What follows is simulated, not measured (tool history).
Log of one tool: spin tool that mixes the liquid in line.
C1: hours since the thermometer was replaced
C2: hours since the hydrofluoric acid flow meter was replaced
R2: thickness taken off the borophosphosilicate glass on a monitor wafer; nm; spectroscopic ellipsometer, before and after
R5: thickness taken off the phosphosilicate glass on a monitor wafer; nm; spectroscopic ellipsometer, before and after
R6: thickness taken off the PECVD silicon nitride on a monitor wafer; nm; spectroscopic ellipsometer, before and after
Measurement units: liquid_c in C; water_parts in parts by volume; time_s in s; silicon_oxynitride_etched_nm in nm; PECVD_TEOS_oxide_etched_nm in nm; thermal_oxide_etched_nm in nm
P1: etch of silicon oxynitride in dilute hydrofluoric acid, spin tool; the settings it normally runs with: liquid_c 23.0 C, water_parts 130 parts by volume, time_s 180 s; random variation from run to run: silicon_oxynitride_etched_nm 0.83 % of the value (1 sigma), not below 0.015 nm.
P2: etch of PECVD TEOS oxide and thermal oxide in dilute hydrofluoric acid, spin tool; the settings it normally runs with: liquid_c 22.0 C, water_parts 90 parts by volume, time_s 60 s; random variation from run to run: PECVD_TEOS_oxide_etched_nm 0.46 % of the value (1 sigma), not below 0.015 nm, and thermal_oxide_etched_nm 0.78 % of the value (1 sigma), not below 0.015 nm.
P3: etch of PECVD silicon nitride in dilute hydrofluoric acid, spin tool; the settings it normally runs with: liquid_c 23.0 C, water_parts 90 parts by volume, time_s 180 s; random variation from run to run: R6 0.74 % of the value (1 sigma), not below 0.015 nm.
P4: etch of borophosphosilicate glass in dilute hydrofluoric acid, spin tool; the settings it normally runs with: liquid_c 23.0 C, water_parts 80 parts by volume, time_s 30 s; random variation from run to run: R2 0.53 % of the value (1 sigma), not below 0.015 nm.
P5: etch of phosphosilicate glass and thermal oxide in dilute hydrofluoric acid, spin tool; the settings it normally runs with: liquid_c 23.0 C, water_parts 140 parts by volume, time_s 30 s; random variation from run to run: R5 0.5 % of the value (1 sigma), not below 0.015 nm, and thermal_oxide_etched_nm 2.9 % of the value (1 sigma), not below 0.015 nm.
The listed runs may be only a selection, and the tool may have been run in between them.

{"run": 1, "day": 0.529, "process": "P1", "liquid_c": 23.0, "water_parts": 130, "time_s": 180, "C1": 477.4, "C2": 794.0, "silicon_oxynitride_etched_nm": 3.0015}
{"run": 2, "day": 1.004, "process": "P4", "liquid_c": 23.0, "water_parts": 20, "time_s": 30, "C1": 488.8, "C2": 805.4, "R2": 58.459}
{"run": 3, "day": 1.358, "process": "P4", "liquid_c": 23.0, "water_parts": 80, "time_s": 30, "C1": 497.3, "C2": 813.9, "R2": 13.652}
{"run": 4, "day": 1.721, "process": "P1", "liquid_c": 23.0, "water_parts": 50, "time_s": 180, "C1": 506.0, "C2": 822.6, "silicon_oxynitride_etched_nm": 8.497}
{"run": 5, "day": 2.217, "process": "P2", "liquid_c": 22.0, "water_parts": 20, "time_s": 60, "C1": 517.9, "C2": 834.5, "PECVD_TEOS_oxide_etched_nm": 62.402, "thermal_oxide_etched_nm": 14.883}
{"run": 6, "day": 2.621, "process": "P4", "liquid_c": 23.0, "water_parts": 80, "time_s": 30, "C1": 527.6, "C2": 844.2, "R2": 13.589}
{"run": 7, "day": 3.008, "process": "P2", "liquid_c": 22.0, "water_parts": 90, "time_s": 60, "C1": 536.9, "C2": 853.5, "PECVD_TEOS_oxide_etched_nm": 12.686, "thermal_oxide_etched_nm": 3.0132}
{"run": 8, "day": 3.279, "process": "P5", "liquid_c": 17.0, "water_parts": 140, "time_s": 30, "C1": 543.4, "C2": 860.0, "thermal_oxide_etched_nm": 0.74816, "R5": 28.863}
{"run": 9, "day": 3.692, "process": "P4", "liquid_c": 29.0, "water_parts": 80, "time_s": 30, "C1": 553.3, "C2": 869.9, "R2": 17.173}
{"run": 10, "day": 4.138, "process": "P3", "liquid_c": 29.5, "water_parts": 90, "time_s": 180, "C1": 564.0, "C2": 880.6, "R6": 5.7326}
{"run": 11, "day": 4.546, "process": "P3", "liquid_c": 23.0, "water_parts": 90, "time_s": 315, "C1": 573.8, "C2": 890.4, "R6": 6.5444}
{"run": 12, "day": 5.125, "process": "P2", "liquid_c": 22.0, "water_parts": 90, "time_s": 15, "C1": 587.7, "C2": 904.3, "PECVD_TEOS_oxide_etched_nm": 3.215, "thermal_oxide_etched_nm": 0.76018}
{"run": 13, "day": 5.588, "process": "P1", "liquid_c": 23.0, "water_parts": 130, "time_s": 90, "C1": 598.8, "C2": 915.4, "silicon_oxynitride_etched_nm": 1.5154}
{"run": 14, "day": 5.908, "process": "P1", "liquid_c": 17.0, "water_parts": 130, "time_s": 180, "C1": 606.5, "C2": 923.1, "silicon_oxynitride_etched_nm": 2.2438}
{"run": 15, "day": 6.254, "process": "P1", "liquid_c": 31.5, "water_parts": 130, "time_s": 180, "C1": 614.8, "C2": 931.4, "silicon_oxynitride_etched_nm": 4.4912}
{"run": 16, "day": 6.808, "process": "P1", "liquid_c": 23.0, "water_parts": 130, "time_s": 180, "C1": 628.1, "C2": 944.7, "silicon_oxynitride_etched_nm": 3.0189}
{"run": 17, "day": 7.204, "process": "P1", "liquid_c": 23.0, "water_parts": 130, "time_s": 180, "C1": 637.6, "C2": 954.2, "silicon_oxynitride_etched_nm": 2.9988}
{"run": 18, "day": 7.596, "process": "P3", "liquid_c": 23.0, "water_parts": 30, "time_s": 180, "C1": 647.0, "C2": 963.6, "R6": 11.185}
{"run": 19, "day": 8.104, "process": "P4", "liquid_c": 23.0, "water_parts": 80, "time_s": 15, "C1": 659.2, "C2": 975.8, "R2": 6.7761}
{"run": 20, "day": 8.579, "process": "P5", "liquid_c": 23.0, "water_parts": 30, "time_s": 30, "C1": 670.6, "C2": 987.2, "thermal_oxide_etched_nm": 4.7955, "R5": 195.27}
{"run": 21, "day": 9.112, "process": "P1", "liquid_c": 30.0, "water_parts": 130, "time_s": 350, "C1": 683.4, "C2": 1000.0, "silicon_oxynitride_etched_nm": 8.0509}
{"run": 22, "day": 9.462, "process": "P5", "liquid_c": 23.0, "water_parts": 140, "time_s": 60, "C1": 691.8, "C2": 1008.4, "thermal_oxide_etched_nm": 1.8486, "R5": 73.117}
{"run": 23, "day": 9.992, "process": "P1", "liquid_c": 23.0, "water_parts": 130, "time_s": 180, "C1": 704.5, "C2": 1021.1, "silicon_oxynitride_etched_nm": 3.0092}
{"run": 24, "day": 10.421, "process": "P1", "liquid_c": 23.0, "water_parts": 130, "time_s": 180, "C1": 714.8, "C2": 1031.4, "silicon_oxynitride_etched_nm": 3.0625}
{"run": 25, "day": 10.729, "process": "P1", "liquid_c": 23.0, "water_parts": 180, "time_s": 180, "C1": 722.2, "C2": 1038.8, "silicon_oxynitride_etched_nm": 2.0877}
{"run": 26, "day": 11.196, "process": "P5", "liquid_c": 23.0, "water_parts": 140, "time_s": 30, "C1": 733.4, "C2": 1050.0, "thermal_oxide_etched_nm": 0.8698, "R5": 36.436}
{"run": 27, "day": 11.783, "process": "P3", "liquid_c": 23.0, "water_parts": 90, "time_s": 180, "C1": 747.5, "C2": 1064.1, "R6": 3.7998}
{"run": 28, "day": 12.092, "process": "P1", "liquid_c": 23.0, "water_parts": 130, "time_s": 280, "C1": 754.9, "C2": 1071.5, "silicon_oxynitride_etched_nm": 4.7781}
{"run": 29, "day": 12.375, "process": "P2", "liquid_c": 17.0, "water_parts": 90, "time_s": 60, "C1": 761.7, "C2": 1078.3, "PECVD_TEOS_oxide_etched_nm": 10.328, "thermal_oxide_etched_nm": 2.4446}
{"run": 30, "day": 12.704, "process": "P1", "liquid_c": 23.0, "water_parts": 130, "time_s": 180, "C1": 769.6, "C2": 1086.2, "silicon_oxynitride_etched_nm": 2.9612}
{"run": 31, "day": 12.958, "process": "P1", "liquid_c": 23.0, "water_parts": 130, "time_s": 180, "C1": 775.7, "C2": 1092.3, "silicon_oxynitride_etched_nm": 2.9472}
{"run": 32, "day": 13.4, "process": "P1", "liquid_c": 23.0, "water_parts": 130, "time_s": 180, "C1": 786.3, "C2": 1102.9, "silicon_oxynitride_etched_nm": 2.882}
{"run": 33, "day": 13.704, "process": "P1", "liquid_c": 23.0, "water_parts": 130, "time_s": 180, "C1": 793.6, "C2": 1110.2, "silicon_oxynitride_etched_nm": 2.8274}
{"run": 34, "day": 13.979, "process": "P1", "liquid_c": 23.0, "water_parts": 130, "time_s": 180, "C1": 800.2, "C2": 1116.8, "silicon_oxynitride_etched_nm": 2.8379}
{"run": 35, "day": 14.4, "process": "P1", "liquid_c": 23.0, "water_parts": 130, "time_s": 180, "C1": 810.3, "C2": 1126.9, "silicon_oxynitride_etched_nm": 2.8265}
{"run": 36, "day": 14.821, "process": "P1", "liquid_c": 23.0, "water_parts": 130, "time_s": 180, "C1": 820.4, "C2": 1137.0, "silicon_oxynitride_etched_nm": 2.7716}
{"run": 37, "day": 15.146, "process": "P1", "liquid_c": 23.0, "water_parts": 130, "time_s": 180, "C1": 828.2, "C2": 1144.8, "silicon_oxynitride_etched_nm": 2.745}
{"run": 38, "day": 15.442, "process": "P1", "liquid_c": 23.0, "water_parts": 130, "time_s": 180, "C1": 835.3, "C2": 1151.9, "silicon_oxynitride_etched_nm": 2.8044}
{"run": 39, "day": 15.854, "process": "P1", "liquid_c": 23.0, "water_parts": 130, "time_s": 180, "C1": 845.2, "C2": 1161.8, "silicon_oxynitride_etched_nm": 2.7947}
{"run": 40, "day": 16.338, "process": "P1", "liquid_c": 23.0, "water_parts": 130, "time_s": 180, "C1": 856.8, "C2": 1173.4, "silicon_oxynitride_etched_nm": 2.8059}
{"run": 41, "day": 16.679, "process": "P1", "liquid_c": 23.0, "water_parts": 130, "time_s": 180, "C1": 865.0, "C2": 1181.6, "silicon_oxynitride_etched_nm": 2.7764}

What P1 gives has crept away from where it was. These 2 causes fit the log equally well, each at the size given:
A: liquid colder than its thermometer reads (K) = 1.87
B: hydrofluoric acid flow below the setpoint (%) = 7.68
The onset of the drift is placed at about day 12.704.

You are offered 4 check runs, listed below with question marks in place of their results; each one averages 2 wafers. Which run separates the listed causes by giving clearly different results for each?
{"run": "check 1", "day": 17.021, "process": "P2", "liquid_c": 18.0, "water_parts": 25, "time_s": 60, "PECVD_TEOS_oxide_etched_nm": "?", "thermal_oxide_etched_nm": "?"}
{"run": "check 2", "day": 17.021, "process": "P4", "liquid_c": 23.0, "water_parts": 25, "time_s": 30, "R2": "?"}
{"run": "check 3", "day": 17.021, "process": "P3", "liquid_c": 23.0, "water_parts": 50, "time_s": 310, "R6": "?"}
{"run": "check 4", "day": 17.021, "process": "P5", "liquid_c": 23.0, "water_parts": 35, "time_s": 60, "thermal_oxide_etched_nm": "?", "R5": "?"}

What each check would give under each cause:
check=check_1 result=PECVD_TEOS_oxide_etched_nm if_A=38.236 if_B=38.251
check=check_1 result=thermal_oxide_etched_nm if_A=9.11360 if_B=9.11720
check=check_2 result=R2 if_A=43.1040 if_B=42.9770
check=check_3 result=R6 if_A=10.2070 if_B=10.7280
check=check_4 result=thermal_oxide_etched_nm if_A=7.52560 if_B=7.49080
check=check_4 result=R5 if_A=307.420 if_B=306.000
Distance between the nearest two causes, measured in the result of the check that separates them most: check 1 0.04 %; check 2 0.29 %; check 3 4.98 %; check 4 0.46 %
Only in check 3 would the causes give clearly different results; in the remaining checks their results would be nearly the same.

With check 3 done, the readings were: R6 10.7310 nm. Identify which of the listed causes applies.

It is B: hydrofluoric acid flow below the setpoint (%).

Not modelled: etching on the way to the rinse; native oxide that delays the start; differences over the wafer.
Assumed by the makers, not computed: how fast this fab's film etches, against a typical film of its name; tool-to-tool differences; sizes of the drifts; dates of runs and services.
